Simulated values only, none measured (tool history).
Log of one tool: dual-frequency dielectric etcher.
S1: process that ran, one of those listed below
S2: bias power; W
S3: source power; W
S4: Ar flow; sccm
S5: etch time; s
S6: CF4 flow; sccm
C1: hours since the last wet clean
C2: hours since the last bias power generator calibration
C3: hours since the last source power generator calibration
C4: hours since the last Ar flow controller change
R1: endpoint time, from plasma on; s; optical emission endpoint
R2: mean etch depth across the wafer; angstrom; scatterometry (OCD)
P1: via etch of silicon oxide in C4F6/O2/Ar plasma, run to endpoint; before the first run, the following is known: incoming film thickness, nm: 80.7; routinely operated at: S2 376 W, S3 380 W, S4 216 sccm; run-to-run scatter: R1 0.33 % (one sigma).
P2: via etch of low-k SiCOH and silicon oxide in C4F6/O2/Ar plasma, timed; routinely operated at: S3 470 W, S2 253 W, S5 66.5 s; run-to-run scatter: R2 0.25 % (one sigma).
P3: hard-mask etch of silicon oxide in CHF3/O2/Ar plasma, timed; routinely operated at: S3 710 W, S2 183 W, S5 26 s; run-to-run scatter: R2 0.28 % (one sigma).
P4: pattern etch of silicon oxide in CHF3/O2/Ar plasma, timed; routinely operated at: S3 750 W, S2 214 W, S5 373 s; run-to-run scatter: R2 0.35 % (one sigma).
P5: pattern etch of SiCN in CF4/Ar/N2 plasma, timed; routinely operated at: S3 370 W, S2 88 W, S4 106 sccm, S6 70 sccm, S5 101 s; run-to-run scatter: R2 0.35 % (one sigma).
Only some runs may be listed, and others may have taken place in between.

{"run": 1, "day": 0.246, "S1": "P1", "S2": 376, "S3": 380, "S4": 216, "C1": 47.3, "C2": 1823.1, "C3": 1922.4, "C4": 1226.6, "R1": 18.568}
{"run": 2, "day": 0.492, "S1": "P2", "S2": 253, "S3": 270, "S5": 66.5, "C1": 53.2, "C2": 1829, "C3": 1928.3, "C4": 1232.5, "R2": 1717}
{"run": 3, "day": 0.688, "S1": "P1", "S2": 376, "S3": 380, "S4": 216, "C1": 57.9, "C2": 1833.7, "C3": 1933, "C4": 1237.2, "R1": 18.575}
{"run": 4, "day": 0.829, "S1": "P4", "S2": 214, "S3": 750, "S5": 543, "C1": 61.3, "C2": 1837.1, "C3": 1936.4, "C4": 1240.6, "R2": 12139}
{"run": 5, "day": 1.088, "S1": "P1", "S2": 302, "S3": 530, "S4": 216, "C1": 67.5, "C2": 1843.3, "C3": 1942.6, "C4": 1246.8, "R1": 17.749}
{"run": 6, "day": 1.329, "S1": "P4", "S2": 214, "S3": 480, "S5": 373, "C1": 73.3, "C2": 1849.1, "C3": 1948.4, "C4": 1252.6, "R2": 7085.6}
{"run": 7, "day": 1.496, "S1": "P1", "S2": 445, "S3": 380, "S4": 168, "C1": 77.3, "C2": 1853.1, "C3": 1952.4, "C4": 1256.6, "R1": 17.057}
{"run": 8, "day": 1.704, "S1": "P5", "S2": 88, "S3": 370, "S4": 106, "S5": 70.5, "S6": 70, "C1": 82.3, "C2": 1858.1, "C3": 1957.4, "C4": 1261.6, "R2": 543.14}
{"run": 9, "day": 1.954, "S1": "P1", "S2": 220, "S3": 380, "S4": 216, "C1": 88.3, "C2": 1864.1, "C3": 1963.4, "C4": 1267.6, "R1": 22.344}
{"run": 10, "day": 2.096, "S1": "P1", "S2": 376, "S3": 380, "S4": 216, "C1": 91.7, "C2": 1867.5, "C3": 1966.8, "C4": 1271, "R1": 18.501}
{"run": 11, "day": 2.275, "S1": "P2", "S2": 164, "S3": 470, "S5": 66.5, "C1": 96, "C2": 1871.8, "C3": 1971.1, "C4": 1275.3, "R2": 1842.7}
{"run": 12, "day": 2.542, "S1": "P1", "S2": 376, "S3": 380, "S4": 216, "C1": 102.4, "C2": 1878.2, "C3": 1977.5, "C4": 1281.7, "R1": 18.555}
{"run": 13, "day": 2.717, "S1": "P5", "S2": 88, "S3": 370, "S4": 68, "S5": 101, "S6": 70, "C1": 106.6, "C2": 1882.4, "C3": 1981.7, "C4": 1285.9, "R2": 827.57}
{"run": 14, "day": 2.95, "S1": "P3", "S2": 254, "S3": 710, "S5": 26, "C1": 112.2, "C2": 1888, "C3": 1987.3, "C4": 1291.5, "R2": 617.8}
{"run": 15, "day": 3.138, "S1": "P1", "S2": 376, "S3": 380, "S4": 216, "C1": 116.7, "C2": 1892.5, "C3": 1991.8, "C4": 1296, "R1": 18.567}
{"run": 16, "day": 3.267, "S1": "P5", "S2": 65, "S3": 370, "S4": 106, "S5": 101, "S6": 70, "C1": 119.8, "C2": 1895.6, "C3": 1994.9, "C4": 1299.1, "R2": 697.92}
{"run": 17, "day": 3.483, "S1": "P3", "S2": 183, "S3": 710, "S5": 26, "C1": 125, "C2": 1900.8, "C3": 2000.1, "C4": 1304.3, "R2": 553}
{"run": 18, "day": 3.738, "S1": "P2", "S2": 253, "S3": 470, "S5": 97, "C1": 131.1, "C2": 1906.9, "C3": 2006.2, "C4": 1310.4, "R2": 3093.7}
{"run": 19, "day": 3.929, "S1": "P4", "S2": 214, "S3": 750, "S5": 373, "C1": 135.7, "C2": 1911.5, "C3": 2010.8, "C4": 1315, "R2": 8347.3}
{"run": 20, "day": 4.079, "S1": "P1", "S2": 376, "S3": 380, "S4": 175, "C1": 139.3, "C2": 1915.1, "C3": 2014.4, "C4": 1318.6, "R1": 18.203}
{"run": 21, "day": 4.333, "S1": "P4", "S2": 214, "S3": 750, "S5": 373, "C1": 145.4, "C2": 1921.2, "C3": 2020.5, "C4": 1324.7, "R2": 8370.7}
{"run": 22, "day": 4.596, "S1": "P1", "S2": 376, "S3": 380, "S4": 284, "C1": 151.7, "C2": 1927.5, "C3": 2026.8, "C4": 1331, "R1": 19.112}
{"run": 23, "day": 4.717, "S1": "P1", "S2": 486, "S3": 380, "S4": 216, "C1": 154.6, "C2": 1930.4, "C3": 2029.7, "C4": 1333.9, "R1": 16.911}
{"day": 4.771, "done": "bias power generator calibrated"}
{"run": 24, "day": 4.879, "S1": "P3", "S2": 183, "S3": 540, "S5": 26, "C1": 158.5, "C2": 2.6, "C3": 2033.6, "C4": 1337.8, "R2": 496.6}
{"run": 25, "day": 5.15, "S1": "P3", "S2": 183, "S3": 710, "S5": 39, "C1": 165, "C2": 9.1, "C3": 2040.1, "C4": 1344.3, "R2": 826.68}
{"run": 26, "day": 5.317, "S1": "P5", "S2": 88, "S3": 370, "S4": 106, "S5": 101, "S6": 70, "C1": 169, "C2": 13.1, "C3": 2044.1, "C4": 1348.3, "R2": 782.75}
{"run": 27, "day": 5.467, "S1": "P1", "S2": 376, "S3": 380, "S4": 216, "C1": 172.6, "C2": 16.7, "C3": 2047.7, "C4": 1351.9, "R1": 18.525}
{"run": 28, "day": 5.654, "S1": "P1", "S2": 376, "S3": 220, "S4": 216, "C1": 177.1, "C2": 21.2, "C3": 2052.2, "C4": 1356.4, "R1": 22.736}
{"run": 29, "day": 5.821, "S1": "P5", "S2": 88, "S3": 510, "S4": 106, "S5": 101, "S6": 70, "C1": 181.1, "C2": 25.2, "C3": 2056.2, "C4": 1360.4, "R2": 1031.7}
{"run": 30, "day": 5.971, "S1": "P2", "S2": 253, "S3": 470, "S5": 66.5, "C1": 184.7, "C2": 28.8, "C3": 2059.8, "C4": 1364, "R2": 2116.9}
{"run": 31, "day": 6.208, "S1": "P1", "S2": 376, "S3": 460, "S4": 216, "C1": 190.4, "C2": 34.5, "C3": 2065.5, "C4": 1369.7, "R1": 17.288}
{"run": 32, "day": 6.367, "S1": "P4", "S2": 151, "S3": 750, "S5": 373, "C1": 194.2, "C2": 38.3, "C3": 2069.3, "C4": 1373.5, "R2": 7468.5}
{"run": 33, "day": 6.621, "S1": "P1", "S2": 286, "S3": 380, "S4": 283, "C1": 200.3, "C2": 44.4, "C3": 2075.4, "C4": 1379.6, "R1": 21.074}
{"run": 34, "day": 6.788, "S1": "P2", "S2": 253, "S3": 470, "S5": 66.5, "C1": 204.3, "C2": 48.4, "C3": 2079.4, "C4": 1383.6, "R2": 2120.6}
{"run": 35, "day": 6.921, "S1": "P5", "S2": 88, "S3": 370, "S4": 106, "S5": 101, "S6": 50, "C1": 207.5, "C2": 51.6, "C3": 2082.6, "C4": 1386.8, "R2": 743.68}
{"run": 36, "day": 7.188, "S1": "P3", "S2": 183, "S3": 710, "S5": 26, "C1": 213.9, "C2": 58, "C3": 2089, "C4": 1393.2, "R2": 555.18}
{"run": 37, "day": 7.379, "S1": "P1", "S2": 376, "S3": 380, "S4": 216, "C1": 218.5, "C2": 62.6, "C3": 2093.6, "C4": 1397.8, "R1": 18.521}
{"run": 38, "day": 7.521, "S1": "P1", "S2": 376, "S3": 380, "S4": 216, "C1": 221.9, "C2": 66, "C3": 2097, "C4": 1401.2, "R1": 18.452}
{"run": 39, "day": 7.642, "S1": "P1", "S2": 376, "S3": 380, "S4": 216, "C1": 224.8, "C2": 68.9, "C3": 2099.9, "C4": 1404.1, "R1": 18.34}
{"run": 40, "day": 7.771, "S1": "P1", "S2": 376, "S3": 380, "S4": 216, "C1": 227.9, "C2": 72, "C3": 2103, "C4": 1407.2, "R1": 18.386}
{"day": 7.838, "done": "Ar flow controller replaced"}
{"day": 7.933, "done": "wet clean of the chamber"}
{"run": 41, "day": 8.021, "S1": "P1", "S2": 376, "S3": 380, "S4": 216, "C1": 2.2, "C2": 78, "C3": 2109, "C4": 4.5, "R1": 18.286}
{"run": 42, "day": 8.271, "S1": "P1", "S2": 376, "S3": 380, "S4": 216, "C1": 8.2, "C2": 84, "C3": 2115, "C4": 10.5, "R1": 18.183}
{"run": 43, "day": 8.454, "S1": "P1", "S2": 376, "S3": 380, "S4": 216, "C1": 12.6, "C2": 88.4, "C3": 2119.4, "C4": 14.9, "R1": 18.292}

Something has made what P1 gives creep away from where it was; the 2 causes below, each at its own stated size, fit the log equally well:
A: source power that arrives over what is set, % = 4.48
B: bias power that arrives over what is set, % = 4.65
The onset of the drift is placed at about day 7.379.
Every other cause this tool's parts could produce, and why it does not fit the log:
chamber walls in a state that raises the etch rate, %: work on it at day 7.933, done after the drift set in, did not restore what the process gave before
Ar flow that arrives under what is set, %: work on it at day 7.838, done after the drift set in, did not restore what the process gave before

4 check runs are offered, each on 2 wafers whose results are averaged, their results left as question marks. Which one tells the causes apart?
{"run": "check 1", "day": 8.638, "S1": "P2", "S2": 165, "S3": 470, "S5": 66.5, "R2": "?"}
{"run": "check 2", "day": 8.638, "S1": "P3", "S2": 210, "S3": 710, "S5": 26, "R2": "?"}
{"run": "check 3", "day": 8.638, "S1": "P4", "S2": 159, "S3": 750, "S5": 521, "R2": "?"}
{"run": "check 4", "day": 8.638, "S1": "P5", "S2": 88, "S3": 370, "S4": 78, "S5": 101, "S6": 58, "R2": "?"}

What every check run would give for each of its results, assuming each possible cause in turn:
check=check_1 result=R2 if_A=1874 if_B=1867.9
check=check_2 result=R2 if_A=588.3 if_B=587.69
check=check_3 result=R2 if_A=10762 if_B=10738
check=check_4 result=R2 if_A=824.55 if_B=806.8
Distance between the nearest two causes, measured in the result of the check that separates them most: check 1 0.33 %; check 2 0.1 %; check 3 0.23 %; check 4 2.18 %
Check 4 tells the causes apart: in the others they would give nearly the same result.

Here is what check 4 returned: R2 821.45 angstrom. Which cause is it?

The correct cause is A, namely: source power that arrives over what is set, %.
